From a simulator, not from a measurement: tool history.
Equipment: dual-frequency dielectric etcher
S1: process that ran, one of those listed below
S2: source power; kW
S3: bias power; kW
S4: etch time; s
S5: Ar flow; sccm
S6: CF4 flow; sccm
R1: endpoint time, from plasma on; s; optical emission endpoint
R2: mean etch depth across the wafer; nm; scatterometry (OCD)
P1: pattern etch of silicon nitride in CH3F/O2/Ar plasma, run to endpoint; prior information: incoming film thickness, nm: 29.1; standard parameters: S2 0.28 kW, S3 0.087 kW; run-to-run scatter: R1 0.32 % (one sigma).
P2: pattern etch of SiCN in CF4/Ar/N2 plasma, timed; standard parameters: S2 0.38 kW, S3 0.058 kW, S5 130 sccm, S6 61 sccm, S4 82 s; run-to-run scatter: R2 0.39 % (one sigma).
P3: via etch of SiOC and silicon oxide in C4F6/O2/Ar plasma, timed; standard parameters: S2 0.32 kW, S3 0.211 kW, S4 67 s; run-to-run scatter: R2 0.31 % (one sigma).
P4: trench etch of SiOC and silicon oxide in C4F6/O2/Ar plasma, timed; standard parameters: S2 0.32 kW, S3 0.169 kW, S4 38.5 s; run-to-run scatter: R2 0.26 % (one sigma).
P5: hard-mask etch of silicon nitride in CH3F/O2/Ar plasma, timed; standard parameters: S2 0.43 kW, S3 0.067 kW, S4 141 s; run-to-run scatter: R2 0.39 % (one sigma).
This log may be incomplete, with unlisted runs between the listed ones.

Run 1, day 0.362: S1 P1, S2 0.28 kW, S3 0.087 kW. Result: R1 45.44 s.
Run 2, day 0.817: S1 P1, S2 0.33 kW, S3 0.119 kW. Result: R1 37.83 s.
Run 3, day 1.371: S1 P1, S2 0.28 kW, S3 0.121 kW. Result: R1 40.156 s.
Run 4, day 1.733: S1 P4, S2 0.32 kW, S3 0.12 kW, S4 38.5 s. Result: R2 58.706 nm.
Run 5, day 2.112: S1 P2, S2 0.38 kW, S3 0.058 kW, S4 82 s, S5 95 sccm, S6 61 sccm. Result: R2 55.082 nm.
Run 6, day 2.675: S1 P3, S2 0.32 kW, S3 0.211 kW, S4 67 s. Result: R2 74.061 nm.
Run 7, day 3.138: S1 P2, S2 0.53 kW, S3 0.058 kW, S4 82 s, S5 130 sccm, S6 61 sccm. Result: R2 70.134 nm.
Run 8, day 3.838: S1 P1, S2 0.38 kW, S3 0.087 kW. Result: R1 40.278 s.
Run 9, day 4.488: S1 P1, S2 0.18 kW, S3 0.115 kW. Result: R1 47.807 s.
Run 10, day 5.092: S1 P1, S2 0.28 kW, S3 0.087 kW. Result: R1 45.34 s.
Run 11, day 5.625: S1 P5, S2 0.43 kW, S3 0.067 kW, S4 141 s. Result: R2 98.611 nm.
Run 12, day 6.35: S1 P3, S2 0.32 kW, S3 0.211 kW, S4 87 s. Result: R2 96.437 nm.
Run 13, day 7.096: S1 P1, S2 0.28 kW, S3 0.087 kW. Result: R1 45.423 s.
Run 14, day 7.588: S1 P4, S2 0.32 kW, S3 0.169 kW, S4 38.5 s. Result: R2 65.636 nm.
Run 15, day 7.929: S1 P2, S2 0.38 kW, S3 0.058 kW, S4 82 s, S5 130 sccm, S6 50 sccm. Result: R2 51.003 nm.
Run 16, day 8.396: S1 P1, S2 0.28 kW, S3 0.061 kW. Result: R1 51.348 s.
Run 17, day 9.138: S1 P2, S2 0.38 kW, S3 0.058 kW, S4 105 s, S5 130 sccm, S6 61 sccm. Result: R2 67.491 nm.
Run 18, day 9.525: S1 P3, S2 0.32 kW, S3 0.211 kW, S4 67 s. Result: R2 74.392 nm.
Run 19, day 9.967: S1 P2, S2 0.38 kW, S3 0.036 kW, S4 82 s, S5 130 sccm, S6 61 sccm. Result: R2 44.824 nm.
Run 20, day 10.317: S1 P5, S2 0.29 kW, S3 0.067 kW, S4 141 s. Result: R2 84.583 nm.
Run 21, day 11.046: S1 P1, S2 0.17 kW, S3 0.087 kW. Result: R1 54.535 s.
Run 22, day 11.429: S1 P1, S2 0.39 kW, S3 0.122 kW. Result: R1 35.352 s.
Run 23, day 12.167: S1 P2, S2 0.38 kW, S3 0.058 kW, S4 82 s, S5 130 sccm, S6 61 sccm. Result: R2 52.712 nm.
Run 24, day 12.783: S1 P5, S2 0.43 kW, S3 0.067 kW, S4 190.5 s. Result: R2 133.26 nm.
Run 25, day 13.45: S1 P1, S2 0.28 kW, S3 0.087 kW. Result: R1 45.432 s.
Run 26, day 13.992: S1 P4, S2 0.32 kW, S3 0.169 kW, S4 53 s. Result: R2 89.865 nm.
Run 27, day 14.679: S1 P3, S2 0.39 kW, S3 0.211 kW, S4 67 s. Result: R2 80.247 nm.
Run 28, day 15.375: S1 P4, S2 0.24 kW, S3 0.169 kW, S4 38.5 s. Result: R2 58.325 nm.
Run 29, day 16.05: S1 P5, S2 0.43 kW, S3 0.043 kW, S4 141 s. Result: R2 85.633 nm.
Run 30, day 16.467: S1 P2, S2 0.38 kW, S3 0.058 kW, S4 82 s, S5 130 sccm, S6 61 sccm. Result: R2 52.632 nm.
Run 31, day 17.121: S1 P5, S2 0.43 kW, S3 0.067 kW, S4 141 s. Result: R2 98.557 nm.
Run 32, day 17.454: S1 P3, S2 0.32 kW, S3 0.292 kW, S4 67 s. Result: R2 83.693 nm.
Run 33, day 18.058: S1 P1, S2 0.28 kW, S3 0.087 kW. Result: R1 45.426 s.
Run 34, day 18.508: S1 P1, S2 0.28 kW, S3 0.087 kW. Result: R1 44.986 s.
Run 35, day 19.121: S1 P1, S2 0.28 kW, S3 0.087 kW. Result: R1 44.934 s.
Run 36, day 19.454: S1 P1, S2 0.28 kW, S3 0.087 kW. Result: R1 44.514 s.
Run 37, day 19.921: S1 P1, S2 0.28 kW, S3 0.087 kW. Result: R1 44.721 s.
Run 38, day 20.283: S1 P1, S2 0.28 kW, S3 0.087 kW. Result: R1 44.51 s.
At day 20.333: wet clean of the chamber.
Run 39, day 21.004: S1 P1, S2 0.28 kW, S3 0.087 kW. Result: R1 44.587 s.
Run 40, day 21.4: S1 P1, S2 0.28 kW, S3 0.087 kW. Result: R1 44.56 s.
Run 41, day 22.021: S1 P1, S2 0.28 kW, S3 0.087 kW. Result: R1 44.428 s.
Run 42, day 22.35: S1 P1, S2 0.28 kW, S3 0.087 kW. Result: R1 44.535 s.

The log shows P1 creeping away from where it was. Any of the 2 causes listed here, at the size stated for it, fits the log just as well as the others:
A: bias power that arrives over what is set, % = 4.5
B: source power that arrives over what is set, % = 4.44
The drift started at roughly day 18.058.
Why every other cause is out:
chamber walls in a state that raises the etch rate, %: serviced after onset, at day 20.333, with no recovery of the prior output

Consider the 4 check runs below, whose results appear as question marks and each of which averages 2 wafers. Which one distinguishes the causes, in that each cause would give it a clearly different result?
Run check 1, day 22.679: S1 P4, S2 0.32 kW, S3 0.169 kW, S4 38.5 s. Result: R2 ?.
Run check 2, day 22.679: S1 P5, S2 0.43 kW, S3 0.067 kW, S4 141 s. Result: R2 ?.
Run check 3, day 22.679: S1 P3, S2 0.32 kW, S3 0.211 kW, S4 67 s. Result: R2 ?.
Run check 4, day 22.679: S1 P2, S2 0.38 kW, S3 0.058 kW, S4 82 s, S5 130 sccm, S6 61 sccm. Result: R2 ?.

Outcome of each check run for each possible cause:
  check  result    if A    if B
check 1      R2  66.327  66.517
check 2      R2  99.794  99.968
check 3      R2  75.562   75.69
check 4      R2  53.399  54.595
Smallest distance between any two causes, each pair judged by its most separating result, in per cent: check 1 0.29 %; check 2 0.17 %; check 3 0.17 %; check 4 2.21 %
Check 4 tells the causes apart: in the others they would give nearly the same result.

Then check 4 was run and gave: R2 53.257 nm. Which cause is it?

The correct cause is A, namely: bias power that arrives over what is set, %.

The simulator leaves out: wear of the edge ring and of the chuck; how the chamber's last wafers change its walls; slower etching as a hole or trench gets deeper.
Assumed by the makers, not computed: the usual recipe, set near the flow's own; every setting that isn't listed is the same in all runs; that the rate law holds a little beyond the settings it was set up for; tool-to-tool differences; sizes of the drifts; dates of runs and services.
